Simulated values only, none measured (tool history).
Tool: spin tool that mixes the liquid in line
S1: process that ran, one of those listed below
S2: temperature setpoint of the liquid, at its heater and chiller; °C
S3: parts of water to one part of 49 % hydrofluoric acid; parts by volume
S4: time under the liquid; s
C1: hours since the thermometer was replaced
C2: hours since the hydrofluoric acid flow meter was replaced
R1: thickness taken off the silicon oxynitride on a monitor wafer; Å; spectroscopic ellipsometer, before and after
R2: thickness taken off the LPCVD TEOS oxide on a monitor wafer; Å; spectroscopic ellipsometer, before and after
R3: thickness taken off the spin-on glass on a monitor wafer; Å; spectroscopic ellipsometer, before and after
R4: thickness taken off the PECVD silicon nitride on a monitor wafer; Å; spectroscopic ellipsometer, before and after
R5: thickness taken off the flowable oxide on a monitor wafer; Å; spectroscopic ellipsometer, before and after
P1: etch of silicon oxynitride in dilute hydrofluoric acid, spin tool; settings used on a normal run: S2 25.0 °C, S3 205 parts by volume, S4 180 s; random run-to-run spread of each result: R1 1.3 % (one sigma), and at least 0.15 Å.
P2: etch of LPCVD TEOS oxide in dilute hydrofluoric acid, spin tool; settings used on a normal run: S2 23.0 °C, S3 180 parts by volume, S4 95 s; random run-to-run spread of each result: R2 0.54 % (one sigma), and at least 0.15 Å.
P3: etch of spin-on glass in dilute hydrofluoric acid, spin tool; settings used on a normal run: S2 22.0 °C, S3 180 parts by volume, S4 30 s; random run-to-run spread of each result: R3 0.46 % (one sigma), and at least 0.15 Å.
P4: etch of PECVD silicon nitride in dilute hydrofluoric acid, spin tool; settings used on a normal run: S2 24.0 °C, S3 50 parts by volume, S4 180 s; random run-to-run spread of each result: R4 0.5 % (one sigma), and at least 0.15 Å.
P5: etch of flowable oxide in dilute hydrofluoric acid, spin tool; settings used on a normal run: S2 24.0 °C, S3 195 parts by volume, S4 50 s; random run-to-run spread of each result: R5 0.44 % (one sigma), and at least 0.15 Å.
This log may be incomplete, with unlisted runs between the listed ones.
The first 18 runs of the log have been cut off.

run 19 day=5.158 | S1=P1 S2=25.0 S3=205 S4=40 | C1=1329.1 C2=284.2 | R1=4.3478
run 20 day=5.383 | S1=P5 S2=24.0 S3=115 S4=50 | C1=1334.5 C2=289.6 | R5=186.560
run 21 day=5.808 | S1=P2 S2=28.5 S3=180 S4=95 | C1=1344.7 C2=299.8 | R2=258.770
run 22 day=6.158 | S1=P1 S2=17.0 S3=205 S4=180 | C1=1353.1 C2=308.2 | R1=12.9710
run 23 day=6.429 | S1=P4 S2=24.0 S3=20 S4=180 | C1=1359.6 C2=314.7 | R4=185.020
run 24 day=6.704 | S1=P4 S2=24.0 S3=50 S4=330 | C1=1366.2 C2=321.3 | R4=139.250
run 25 day=6.900 | S1=P2 S2=23.0 S3=180 S4=95 | C1=1370.9 C2=326.0 | R2=212.100
run 26 day=7.279 | S1=P5 S2=24.0 S3=195 S4=100 | C1=1380.0 C2=335.1 | R5=200.660
run 27 day=7.483 | S1=P1 S2=25.0 S3=205 S4=345 | C1=1384.9 C2=340.0 | R1=37.3450
run 28 day=7.846 | S1=P1 S2=25.0 S3=205 S4=180 | C1=1393.6 C2=348.7 | R1=19.2300
run 29 day=8.138 | S1=P1 S2=25.0 S3=205 S4=180 | C1=1400.6 C2=355.7 | R1=19.4070
run 30 day=8.508 | S1=P1 S2=25.0 S3=205 S4=180 | C1=1409.5 C2=364.6 | R1=19.9480
run 31 day=8.833 | S1=P1 S2=25.0 S3=205 S4=180 | C1=1417.3 C2=372.4 | R1=20.1480
run 32 day=9.108 | S1=P1 S2=25.0 S3=205 S4=180 | C1=1423.9 C2=379.0 | R1=20.5900
run 33 day=9.425 | S1=P1 S2=25.0 S3=205 S4=180 | C1=1431.5 C2=386.6 | R1=21.1080
run 34 day=9.638 | S1=P1 S2=25.0 S3=205 S4=180 | C1=1436.6 C2=391.7 | R1=20.6220
run 35 day=9.954 | S1=P1 S2=25.0 S3=205 S4=180 | C1=1444.2 C2=399.3 | R1=20.9770
run 36 day=10.262 | S1=P1 S2=25.0 S3=205 S4=180 | C1=1451.6 C2=406.7 | R1=20.9060

Expected results for the next run?
run 37 day=10.533 | S1=P1 S2=25.0 S3=205 S4=180 | C1=1458.1 C2=413.2 | R1=?

R1: 21.4080 Å
